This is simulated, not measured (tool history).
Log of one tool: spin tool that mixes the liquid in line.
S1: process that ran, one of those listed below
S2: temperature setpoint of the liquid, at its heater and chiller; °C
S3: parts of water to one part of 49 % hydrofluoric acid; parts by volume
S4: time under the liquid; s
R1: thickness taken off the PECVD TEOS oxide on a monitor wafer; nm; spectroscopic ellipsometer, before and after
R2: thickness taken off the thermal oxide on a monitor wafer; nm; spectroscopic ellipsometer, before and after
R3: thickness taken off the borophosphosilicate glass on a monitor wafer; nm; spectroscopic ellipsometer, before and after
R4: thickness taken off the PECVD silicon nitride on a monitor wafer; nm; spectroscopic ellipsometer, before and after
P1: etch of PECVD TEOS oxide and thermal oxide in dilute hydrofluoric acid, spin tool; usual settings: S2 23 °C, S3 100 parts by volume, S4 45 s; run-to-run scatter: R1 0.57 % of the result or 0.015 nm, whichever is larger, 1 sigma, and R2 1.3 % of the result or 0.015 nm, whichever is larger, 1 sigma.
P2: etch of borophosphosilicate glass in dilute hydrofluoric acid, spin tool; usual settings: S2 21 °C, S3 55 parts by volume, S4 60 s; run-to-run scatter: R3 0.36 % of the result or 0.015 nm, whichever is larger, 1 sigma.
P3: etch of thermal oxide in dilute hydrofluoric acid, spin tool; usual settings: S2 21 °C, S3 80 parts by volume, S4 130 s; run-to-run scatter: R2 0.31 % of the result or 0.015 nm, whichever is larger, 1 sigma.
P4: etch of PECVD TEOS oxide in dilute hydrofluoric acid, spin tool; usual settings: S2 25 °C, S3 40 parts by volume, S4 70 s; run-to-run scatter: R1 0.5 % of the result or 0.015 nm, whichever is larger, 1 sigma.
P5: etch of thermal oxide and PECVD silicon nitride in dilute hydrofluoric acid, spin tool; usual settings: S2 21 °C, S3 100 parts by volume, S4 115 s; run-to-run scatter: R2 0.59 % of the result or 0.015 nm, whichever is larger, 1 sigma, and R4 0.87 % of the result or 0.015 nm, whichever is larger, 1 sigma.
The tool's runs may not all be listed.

run	hour	S1	S2	S3	S4	R1	R2	R3	R4
1	3.5	P1	23	100	45	4.3625	2.0015		
2	5.7	P4	25	40	70	57.164			
3	8.5	P2	21	55	60			32.809	
4	13.4	P1	19	100	45	3.6944	1.719		
5	17.2	P5	21	100	30		1.3628		0.58479
6	21	P2	21	55	15			8.2092	
7	23.7	P1	23	100	45	4.4205	2.0201		
8	27.4	P3	21	145	130		3.5757		
9	30.5	P1	23	100	45	4.3394	2.0031		
10	35.3	P1	23	100	85	8.2606	3.8069		
11	39.2	P3	21	80	130		6.9517		
12	42.9	P4	30.5	40	70	71.084			
13	46.2	P1	23	140	45	2.9767	1.3906		
14	48.5	P1	23	100	45	4.354	2.0262		
15	53.4	P1	23	100	45	4.3913	2.0588		
16	57	P4	25	65	70	33.742			
17	59.6	P1	23	20	45	23.983	11.233		
18	62.7	P1	23	100	15	1.4558	0.67833		
19	65.6	P2	21	55	60			33.055	
20	70.5	P3	21	80	65		3.5162		
21	75	P1	27.5	100	45	5.1905	2.467		
22	77.5	P2	21	85	60			20.476	
23	80.5	P2	28	55	60			43.604	

Run 24 comes next. What will it give?
24	83.6	P3	28	80	130		?		

{"run 24": {"R2": 9.2562}}
